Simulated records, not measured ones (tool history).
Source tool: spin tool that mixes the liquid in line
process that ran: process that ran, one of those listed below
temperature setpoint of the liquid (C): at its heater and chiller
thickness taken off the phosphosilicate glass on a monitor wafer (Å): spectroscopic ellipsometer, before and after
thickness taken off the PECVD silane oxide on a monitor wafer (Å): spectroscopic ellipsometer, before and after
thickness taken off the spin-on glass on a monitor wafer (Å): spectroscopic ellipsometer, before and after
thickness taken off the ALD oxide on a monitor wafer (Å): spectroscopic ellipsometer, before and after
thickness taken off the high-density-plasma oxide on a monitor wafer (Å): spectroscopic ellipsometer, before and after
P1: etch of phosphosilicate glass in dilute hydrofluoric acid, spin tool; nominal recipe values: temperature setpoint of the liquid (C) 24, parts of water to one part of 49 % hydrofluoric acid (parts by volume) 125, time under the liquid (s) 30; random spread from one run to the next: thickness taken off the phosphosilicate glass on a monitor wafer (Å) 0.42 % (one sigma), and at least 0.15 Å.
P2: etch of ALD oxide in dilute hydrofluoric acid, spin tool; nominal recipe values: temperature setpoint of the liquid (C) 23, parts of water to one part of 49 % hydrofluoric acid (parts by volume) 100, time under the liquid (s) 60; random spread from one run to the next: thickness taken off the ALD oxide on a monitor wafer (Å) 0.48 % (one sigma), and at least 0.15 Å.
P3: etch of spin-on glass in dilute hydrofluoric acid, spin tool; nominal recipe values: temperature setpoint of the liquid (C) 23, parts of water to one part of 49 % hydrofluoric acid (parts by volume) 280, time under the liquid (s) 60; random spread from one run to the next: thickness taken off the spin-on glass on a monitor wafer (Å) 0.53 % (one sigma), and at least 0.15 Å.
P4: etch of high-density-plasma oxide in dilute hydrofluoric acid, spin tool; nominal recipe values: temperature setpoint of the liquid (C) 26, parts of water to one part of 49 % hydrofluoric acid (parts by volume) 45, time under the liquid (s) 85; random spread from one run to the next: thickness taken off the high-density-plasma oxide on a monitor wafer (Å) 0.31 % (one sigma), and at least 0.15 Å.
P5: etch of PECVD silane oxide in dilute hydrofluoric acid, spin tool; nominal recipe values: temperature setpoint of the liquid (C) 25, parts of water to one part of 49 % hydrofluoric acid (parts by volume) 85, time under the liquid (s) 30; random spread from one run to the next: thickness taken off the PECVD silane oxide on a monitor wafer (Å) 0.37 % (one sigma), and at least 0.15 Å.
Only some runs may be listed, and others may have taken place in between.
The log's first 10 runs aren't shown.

| run | day | process that ran | temperature setpoint of the liquid (C) | parts of water to one part of 49 % hydrofluoric acid (parts by volume) | time under the liquid (s) | hours since the thermometer was replaced | hours since the hydrofluoric acid flow meter was replaced | thickness taken off the phosphosilicate glass on a monitor wafer (Å) | thickness taken off the PECVD silane oxide on a monitor wafer (Å) | thickness taken off the spin-on glass on a monitor wafer (Å) | thickness taken off the ALD oxide on a monitor wafer (Å) | thickness taken off the high-density-plasma oxide on a monitor wafer (Å) |
|---|---|---|---|---|---|---|---|---|---|---|---|---|
| 11 | 3.225 | P5 | 20.5 | 85 | 30 | 779.6 | 324.7 |  | 103.53 |  |  |  |
| 12 | 3.567 | P1 | 28 | 125 | 50 | 787.8 | 332.9 | 632.39 |  |  |  |  |
| 13 | 3.775 | P1 | 24 | 125 | 30 | 792.8 | 337.9 | 322.34 |  |  |  |  |
| 14 | 3.992 | P5 | 25 | 85 | 30 | 798 | 343.1 |  | 125.2 |  |  |  |
| 15 | 4.371 | P1 | 32 | 125 | 30 | 807.1 | 352.2 | 438.83 |  |  |  |  |
| 16 | 4.579 | P1 | 24 | 125 | 30 | 812.1 | 357.2 | 326.65 |  |  |  |  |
| 17 | 4.8 | P5 | 25 | 85 | 55 | 817.4 | 362.5 |  | 228.21 |  |  |  |
| 18 | 4.992 | P4 | 33.5 | 45 | 85 | 822 | 367.1 |  |  |  |  | 328.99 |
| 19 | 5.375 | P1 | 24 | 125 | 45 | 831.2 | 376.3 | 486.97 |  |  |  |  |
| 20 | 5.754 | P1 | 24 | 125 | 30 | 840.3 | 385.4 | 325.28 |  |  |  |  |
| 21 | 6.108 | P4 | 26 | 45 | 25 | 848.8 | 393.9 |  |  |  |  | 71.229 |
| 22 | 6.462 | P1 | 24 | 125 | 15 | 857.3 | 402.4 | 163.21 |  |  |  |  |
| 23 | 6.804 | P3 | 30.5 | 280 | 60 | 865.5 | 410.6 |  |  | 89.895 |  |  |

Run 24 comes next. What will it give?
| 24 | 7.067 | P1 | 24 | 125 | 30 | 871.8 | 416.9 | ? |  |  |  |  |

{"run 24": {"thickness taken off the phosphosilicate glass on a monitor wafer (Å)": 325}}
